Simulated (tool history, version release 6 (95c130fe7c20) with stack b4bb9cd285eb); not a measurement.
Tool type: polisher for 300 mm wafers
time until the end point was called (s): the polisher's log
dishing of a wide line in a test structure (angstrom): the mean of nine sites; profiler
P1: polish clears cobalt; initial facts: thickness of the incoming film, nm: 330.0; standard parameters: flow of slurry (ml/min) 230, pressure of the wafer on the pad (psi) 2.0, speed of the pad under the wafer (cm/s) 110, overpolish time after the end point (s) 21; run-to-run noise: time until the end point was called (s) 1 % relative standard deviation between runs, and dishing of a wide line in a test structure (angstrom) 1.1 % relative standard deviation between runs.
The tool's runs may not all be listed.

run,hour,flow of slurry (ml/min),pressure of the wafer on the pad (psi),speed of the pad under the wafer (cm/s),overpolish time after the end point (s),time until the end point was called (s),dishing of a wide line in a test structure (angstrom)
1,12.3,230,2.0,110,21,51.474,517.04
2,31.5,230,0.9,110,21,115.670,375.57
3,42.7,230,2.9,110,21,35.477,554.34
4,56.1,230,2.0,110,6,52.890,271.17
5,70.9,230,2.0,110,21,52.234,529.37
6,83.5,230,2.0,160,21,35.829,561.42
7,99.5,230,2.0,110,21,51.296,514.40
8,111.1,230,2.0,110,41,52.530,583.03
9,129.8,230,2.0,110,21,53.380,522.48
10,140.7,340,2.0,142,21,39.196,547.62
11,156.5,230,2.0,54,21,105.490,395.15
12,175.2,140,2.0,110,21,55.395,517.64
13,188.3,310,2.0,110,21,50.500,517.36
14,197.0,230,2.0,110,21,52.759,533.39
15,208.1,230,2.0,110,21,51.156,522.63
16,223.9,230,2.0,110,21,53.012,524.88
17,237.9,230,2.0,110,21,53.434,520.82
18,257.3,230,2.0,110,21,54.731,518.90
19,274.6,230,2.0,110,21,54.948,519.95
# hour 282.2: head pressure recalibrated
20,290.7,230,2.0,110,21,55.155,507.83
21,308.6,230,2.0,110,21,55.313,505.58
22,323.4,230,2.0,110,21,55.324,517.17
23,340.5,230,2.0,110,21,55.494,515.88
24,350.2,230,2.0,110,21,56.940,515.70
25,360.5,230,2.0,110,21,55.918,508.56

What P1 gives has crept off from where it sat before. The 2 causes that follow fit the log equally well, each at the size noted:
A: slurry flow missing at the pad, % = 36.7
B: removal rate lost through wear of the pad, % = 6.38
Creep in the process output first set in at about hour 208.1.
Every other cause this tool's parts could produce, and why it does not fit the log:
head's pressure below its setpoint, %: work on it at hour 282.2, done after the drift set in, did not restore what the process gave before

The 4 check runs listed below each average the results of 5 wafers, and their outcomes are marked with question marks. Under which run would the listed causes produce clearly different results?
check 1,370.8,230,1.3,110,36,?,?
check 2,370.8,230,1.5,110,21,?,?
check 3,370.8,230,0.9,156,21,?,?
check 4,370.8,150,2.0,110,10,?,?

Check results expected under each cause:
check,result,if A,if B
check 1,time until the end point was called (s),85.807,85.813
check 1,dishing of a wide line in a test structure (angstrom),532.24,532.23
check 2,time until the end point was called (s),74.366,74.371
check 2,dishing of a wide line in a test structure (angstrom),464.52,464.50
check 3,time until the end point was called (s),87.396,87.402
check 3,dishing of a wide line in a test structure (angstrom),432.61,432.60
check 4,time until the end point was called (s),61.171,59.266
check 4,dishing of a wide line in a test structure (angstrom),348.36,355.17
How far apart the two closest causes lie, in the result that separates them most: check 1 0.01 %; check 2 0.01 %; check 3 0.01 %; check 4 3.16 %
Check 4 distinguishes between the causes, while the remaining checks would return nearly the same result for all of them.

Check 4 has now been run. It gave: time until the end point was called (s) 61.006; dishing of a wide line in a test structure (angstrom) 346.20. Which of the candidate causes is it?

It was cause A: slurry flow missing at the pad, %.
